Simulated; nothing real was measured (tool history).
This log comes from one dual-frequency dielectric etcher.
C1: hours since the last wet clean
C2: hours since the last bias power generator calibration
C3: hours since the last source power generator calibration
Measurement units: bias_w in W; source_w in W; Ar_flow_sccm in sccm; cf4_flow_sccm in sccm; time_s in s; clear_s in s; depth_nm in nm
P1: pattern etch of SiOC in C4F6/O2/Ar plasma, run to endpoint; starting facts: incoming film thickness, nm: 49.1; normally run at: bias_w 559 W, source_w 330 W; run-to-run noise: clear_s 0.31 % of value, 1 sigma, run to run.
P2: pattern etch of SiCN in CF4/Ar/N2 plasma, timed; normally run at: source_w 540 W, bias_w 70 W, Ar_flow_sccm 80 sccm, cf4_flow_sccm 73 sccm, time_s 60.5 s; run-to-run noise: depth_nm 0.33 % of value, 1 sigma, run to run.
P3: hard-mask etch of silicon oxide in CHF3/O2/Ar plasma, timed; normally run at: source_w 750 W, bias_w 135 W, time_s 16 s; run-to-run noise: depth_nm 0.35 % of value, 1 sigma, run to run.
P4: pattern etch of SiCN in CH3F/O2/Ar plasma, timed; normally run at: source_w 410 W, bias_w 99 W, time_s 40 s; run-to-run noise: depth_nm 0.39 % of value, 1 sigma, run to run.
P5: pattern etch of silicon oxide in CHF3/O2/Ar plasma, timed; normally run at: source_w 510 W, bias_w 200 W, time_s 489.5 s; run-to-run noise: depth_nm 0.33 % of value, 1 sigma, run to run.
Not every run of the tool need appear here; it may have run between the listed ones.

run 1 hour=5.2 | process=P1 bias_w=559 source_w=330 | C1=197 C2=545.5 C3=719.8 | clear_s=17.181
run 2 hour=12.2 | process=P2 bias_w=70 source_w=540 Ar_flow_sccm=80 cf4_flow_sccm=95 time_s=60.5 | C1=204 C2=552.5 C3=726.8 | depth_nm=65.392
run 3 hour=17.6 | process=P4 bias_w=99 source_w=260 time_s=40 | C1=209.4 C2=557.9 C3=732.2 | depth_nm=14.197
run 4 hour=21.7 | process=P1 bias_w=559 source_w=330 | C1=213.5 C2=562 C3=736.3 | clear_s=17.324
run 5 hour=29.2 | process=P2 bias_w=70 source_w=540 Ar_flow_sccm=54 cf4_flow_sccm=73 time_s=60.5 | C1=221 C2=569.5 C3=743.8 | depth_nm=66.352
run 6 hour=35.8 | process=P4 bias_w=99 source_w=410 time_s=30 | C1=227.6 C2=576.1 C3=750.4 | depth_nm=12.575
run 7 hour=42 | process=P5 bias_w=200 source_w=410 time_s=489.5 | C1=233.8 C2=582.3 C3=756.6 | depth_nm=863.08
run 8 hour=45.4 | process=P2 bias_w=87 source_w=540 Ar_flow_sccm=80 cf4_flow_sccm=73 time_s=60.5 | C1=237.2 C2=585.7 C3=760 | depth_nm=68.093
run 9 hour=50.2 | process=P3 bias_w=135 source_w=750 time_s=16 | C1=242 C2=590.5 C3=764.8 | depth_nm=31.242
run 10 hour=57.8 | process=P1 bias_w=559 source_w=330 | C1=249.6 C2=598.1 C3=772.4 | clear_s=17.219
run 11 hour=63 | process=P3 bias_w=183 source_w=750 time_s=16 | C1=254.8 C2=603.3 C3=777.6 | depth_nm=34.5
run 12 hour=67 | process=P4 bias_w=99 source_w=410 time_s=40 | C1=258.8 C2=607.3 C3=781.6 | depth_nm=16.847
run 13 hour=71.8 | process=P1 bias_w=369 source_w=330 | C1=263.6 C2=612.1 C3=786.4 | clear_s=20.189
run 14 hour=75.4 | process=P1 bias_w=559 source_w=330 | C1=267.2 C2=615.7 C3=790 | clear_s=17.185
run 15 hour=79.3 | process=P4 bias_w=99 source_w=410 time_s=40 | C1=271.1 C2=619.6 C3=793.9 | depth_nm=16.799
run 16 hour=84.7 | process=P1 bias_w=684 source_w=330 | C1=276.5 C2=625 C3=799.3 | clear_s=15.972
run 17 hour=92.2 | process=P1 bias_w=559 source_w=330 | C1=284 C2=632.5 C3=806.8 | clear_s=17.319
run 18 hour=96.5 | process=P1 bias_w=559 source_w=460 | C1=288.3 C2=636.8 C3=811.1 | clear_s=15.211
run 19 hour=101.1 | process=P1 bias_w=559 source_w=260 | C1=292.9 C2=641.4 C3=815.7 | clear_s=18.729
run 20 hour=105.9 | process=P3 bias_w=135 source_w=610 time_s=16 | C1=297.7 C2=646.2 C3=820.5 | depth_nm=28.784
run 21 hour=112.6 | process=P4 bias_w=139 source_w=410 time_s=40 | C1=304.4 C2=652.9 C3=827.2 | depth_nm=19.17
run 22 hour=117.3 | process=P5 bias_w=117 source_w=510 time_s=489.5 | C1=309.1 C2=657.6 C3=831.9 | depth_nm=783.52
run 23 hour=122.1 | process=P5 bias_w=200 source_w=510 time_s=489.5 | C1=313.9 C2=662.4 C3=836.7 | depth_nm=930.29
run 24 hour=127.2 | process=P5 bias_w=200 source_w=510 time_s=489.5 | C1=319 C2=667.5 C3=841.8 | depth_nm=933.77
run 25 hour=130.6 | process=P1 bias_w=346 source_w=400 | C1=322.4 C2=670.9 C3=845.2 | clear_s=19.218
run 26 hour=135.4 | process=P1 bias_w=730 source_w=220 | C1=327.2 C2=675.7 C3=850 | clear_s=17.896
run 27 hour=141.5 | process=P2 bias_w=70 source_w=540 Ar_flow_sccm=80 cf4_flow_sccm=73 time_s=41.5 | C1=333.3 C2=681.8 C3=856.1 | depth_nm=43.521
run 28 hour=147 | process=P5 bias_w=200 source_w=510 time_s=609.5 | C1=338.8 C2=687.3 C3=861.6 | depth_nm=1168.8
run 29 hour=152.3 | process=P2 bias_w=70 source_w=340 Ar_flow_sccm=80 cf4_flow_sccm=73 time_s=60.5 | C1=344.1 C2=692.6 C3=866.9 | depth_nm=41.883
run 30 hour=157.8 | process=P3 bias_w=135 source_w=750 time_s=9 | C1=349.6 C2=698.1 C3=872.4 | depth_nm=17.516
run 31 hour=163.2 | process=P2 bias_w=70 source_w=540 Ar_flow_sccm=80 cf4_flow_sccm=73 time_s=60.5 | C1=355 C2=703.5 C3=877.8 | depth_nm=63.094
run 32 hour=166.5 | process=P1 bias_w=559 source_w=330 | C1=358.3 C2=706.8 C3=881.1 | clear_s=17.198
run 33 hour=173.7 | process=P1 bias_w=559 source_w=330 | C1=365.5 C2=714 C3=888.3 | clear_s=17.326
run 34 hour=181.1 | process=P1 bias_w=559 source_w=330 | C1=372.9 C2=721.4 C3=895.7 | clear_s=17.347
run 35 hour=186.6 | process=P1 bias_w=559 source_w=330 | C1=378.4 C2=726.9 C3=901.2 | clear_s=17.331
run 36 hour=193.6 | process=P1 bias_w=559 source_w=330 | C1=385.4 C2=733.9 C3=908.2 | clear_s=17.454
-- hour=198.2 wet clean of the chamber
run 37 hour=201.1 | process=P1 bias_w=559 source_w=330 | C1=3 C2=741.4 C3=915.7 | clear_s=17.496
run 38 hour=207.2 | process=P1 bias_w=559 source_w=330 | C1=9.1 C2=747.5 C3=921.8 | clear_s=17.413
run 39 hour=213.1 | process=P1 bias_w=559 source_w=330 | C1=15 C2=753.4 C3=927.7 | clear_s=17.462
run 40 hour=218.5 | process=P1 bias_w=559 source_w=330 | C1=20.4 C2=758.8 C3=933.1 | clear_s=17.416
run 41 hour=223.1 | process=P1 bias_w=559 source_w=330 | C1=25 C2=763.4 C3=937.7 | clear_s=17.509
run 42 hour=227.6 | process=P1 bias_w=559 source_w=330 | C1=29.5 C2=767.9 C3=942.2 | clear_s=17.425

P1 has crept away from where it was. The log is fitted equally well by each of these 2 causes, at the sizes shown:
A: source power that arrives under what is set, % = 4.13
B: bias power that arrives under what is set, % = 3.96
The onset of the drift is placed at about hour 166.5.
Why every other cause is out:
chamber walls in a state that lowers the etch rate, %: its service at hour 198.2 followed the start of the drift and did not put the process back to its old value

Each of the 4 check runs below uses one wafer; its results are left as question marks. Which run tells the causes apart?
run check 1 hour=232.1 | process=P5 bias_w=129 source_w=510 time_s=489.5 | depth_nm=?
run check 2 hour=232.1 | process=P3 bias_w=174 source_w=750 time_s=9 | depth_nm=?
run check 3 hour=232.1 | process=P4 bias_w=131 source_w=410 time_s=30.5 | depth_nm=?
run check 4 hour=232.1 | process=P2 bias_w=70 source_w=540 Ar_flow_sccm=64 cf4_flow_sccm=93 time_s=60.5 | depth_nm=?

Outcome of each check run for each possible cause:
check=check_1 result=depth_nm if_A=796.17 if_B=799.09
check=check_2 result=depth_nm if_A=18.734 if_B=18.79
check=check_3 result=depth_nm if_A=14.064 if_B=14.057
check=check_4 result=depth_nm if_A=64.625 if_B=66.277
Per-check spread between the two closest causes, in the result where they differ most: check 1 0.37 %; check 2 0.3 %; check 3 0.05 %; check 4 2.52 %
Of the check runs offered, only check 4 discriminates between the causes; the rest would read about the same regardless of which cause applies.

The results of check 4 are: depth_nm 64.89 nm. Based on these, which of the listed causes is it?

It is A: source power that arrives under what is set, %.
